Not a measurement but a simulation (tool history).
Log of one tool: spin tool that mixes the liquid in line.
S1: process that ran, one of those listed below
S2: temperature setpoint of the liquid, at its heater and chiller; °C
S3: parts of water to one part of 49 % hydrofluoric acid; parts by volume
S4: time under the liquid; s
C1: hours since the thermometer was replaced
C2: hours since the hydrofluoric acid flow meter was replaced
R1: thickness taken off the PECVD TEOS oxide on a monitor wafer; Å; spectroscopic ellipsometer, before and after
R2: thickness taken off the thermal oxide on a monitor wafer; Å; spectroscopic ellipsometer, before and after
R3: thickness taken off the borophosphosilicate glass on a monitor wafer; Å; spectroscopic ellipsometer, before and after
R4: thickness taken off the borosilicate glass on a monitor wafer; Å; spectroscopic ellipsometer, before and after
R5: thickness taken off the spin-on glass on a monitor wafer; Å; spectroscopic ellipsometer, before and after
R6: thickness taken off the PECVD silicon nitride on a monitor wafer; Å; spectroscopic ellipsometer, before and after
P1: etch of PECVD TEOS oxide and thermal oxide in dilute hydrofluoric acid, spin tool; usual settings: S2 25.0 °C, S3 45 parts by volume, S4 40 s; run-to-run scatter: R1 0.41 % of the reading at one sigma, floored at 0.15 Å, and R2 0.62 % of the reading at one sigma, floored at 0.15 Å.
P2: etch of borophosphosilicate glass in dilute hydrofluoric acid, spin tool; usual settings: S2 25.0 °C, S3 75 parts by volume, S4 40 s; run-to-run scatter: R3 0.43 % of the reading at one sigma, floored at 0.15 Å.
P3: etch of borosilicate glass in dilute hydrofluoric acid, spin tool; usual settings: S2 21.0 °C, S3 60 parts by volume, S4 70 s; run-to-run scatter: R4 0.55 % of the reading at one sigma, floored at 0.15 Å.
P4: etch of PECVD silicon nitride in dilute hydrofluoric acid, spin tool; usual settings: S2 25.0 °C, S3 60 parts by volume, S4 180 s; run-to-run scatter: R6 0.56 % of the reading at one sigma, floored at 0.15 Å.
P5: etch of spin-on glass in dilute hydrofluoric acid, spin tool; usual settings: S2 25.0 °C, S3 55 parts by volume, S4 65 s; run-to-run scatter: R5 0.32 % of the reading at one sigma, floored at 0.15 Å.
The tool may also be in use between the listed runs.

{"run": 1, "day": 0.467, "S1": "P1", "S2": 25.0, "S3": 45, "S4": 40, "C1": 1038.8, "C2": 410.7, "R1": 190.94, "R2": 49.139}
{"run": 2, "day": 0.929, "S1": "P2", "S2": 25.0, "S3": 120, "S4": 40, "C1": 1049.9, "C2": 421.8, "R3": 102.68}
{"run": 3, "day": 1.521, "S1": "P3", "S2": 17.0, "S3": 60, "S4": 70, "C1": 1064.1, "C2": 436.0, "R4": 372.25}
{"run": 4, "day": 2.108, "S1": "P5", "S2": 25.0, "S3": 55, "S4": 65, "C1": 1078.2, "C2": 450.1, "R5": 433.76}
{"run": 5, "day": 2.442, "S1": "P4", "S2": 25.0, "S3": 60, "S4": 180, "C1": 1086.2, "C2": 458.1, "R6": 52.211}
{"run": 6, "day": 3.058, "S1": "P4", "S2": 21.0, "S3": 60, "S4": 180, "C1": 1101.0, "C2": 472.9, "R6": 39.828}
{"day": 3.271, "done": "hydrofluoric acid flow meter replaced"}
{"run": 7, "day": 3.571, "S1": "P1", "S2": 25.0, "S3": 25, "S4": 40, "C1": 1113.3, "C2": 7.3, "R1": 355.17, "R2": 91.812}
{"run": 8, "day": 4.212, "S1": "P3", "S2": 21.0, "S3": 60, "S4": 70, "C1": 1128.7, "C2": 22.7, "R4": 434.49}
{"run": 9, "day": 4.612, "S1": "P1", "S2": 25.0, "S3": 45, "S4": 80, "C1": 1138.3, "C2": 32.3, "R1": 380.11, "R2": 97.818}
{"run": 10, "day": 5.238, "S1": "P1", "S2": 25.0, "S3": 45, "S4": 40, "C1": 1153.3, "C2": 47.3, "R1": 191.98, "R2": 49.325}
{"run": 11, "day": 5.804, "S1": "P1", "S2": 25.0, "S3": 45, "S4": 40, "C1": 1166.9, "C2": 60.9, "R1": 190.9, "R2": 49.88}
{"run": 12, "day": 6.317, "S1": "P4", "S2": 25.0, "S3": 90, "S4": 180, "C1": 1179.2, "C2": 73.2, "R6": 34.952}
{"run": 13, "day": 7.05, "S1": "P5", "S2": 29.0, "S3": 55, "S4": 65, "C1": 1196.8, "C2": 90.8, "R5": 509.39}
{"run": 14, "day": 7.408, "S1": "P1", "S2": 25.0, "S3": 70, "S4": 15, "C1": 1205.4, "C2": 99.4, "R1": 44.742, "R2": 11.656}
{"run": 15, "day": 7.758, "S1": "P1", "S2": 25.0, "S3": 45, "S4": 15, "C1": 1213.8, "C2": 107.8, "R1": 71.538, "R2": 18.587}
{"run": 16, "day": 8.212, "S1": "P1", "S2": 25.0, "S3": 45, "S4": 40, "C1": 1224.7, "C2": 118.7, "R1": 191.92, "R2": 49.63}
{"run": 17, "day": 8.558, "S1": "P3", "S2": 21.0, "S3": 90, "S4": 70, "C1": 1233.0, "C2": 127.0, "R4": 282.36}
{"run": 18, "day": 9.304, "S1": "P2", "S2": 25.0, "S3": 75, "S4": 40, "C1": 1250.9, "C2": 144.9, "R3": 173.1}
{"run": 19, "day": 10.033, "S1": "P1", "S2": 25.0, "S3": 65, "S4": 40, "C1": 1268.4, "C2": 162.4, "R1": 128.77, "R2": 33.416}
{"run": 20, "day": 10.6, "S1": "P5", "S2": 25.0, "S3": 25, "S4": 65, "C1": 1282.0, "C2": 176.0, "R5": 986.75}
{"run": 21, "day": 10.975, "S1": "P1", "S2": 30.0, "S3": 45, "S4": 40, "C1": 1291.0, "C2": 185.0, "R1": 233.58, "R2": 59.764}

Predict the results of run 22:
{"run": 22, "day": 11.662, "S1": "P2", "S2": 17.5, "S3": 75, "S4": 40, "C1": 1307.5, "C2": 201.5, "R3": "?"}

Run 22 measured R3 126.92 Å.
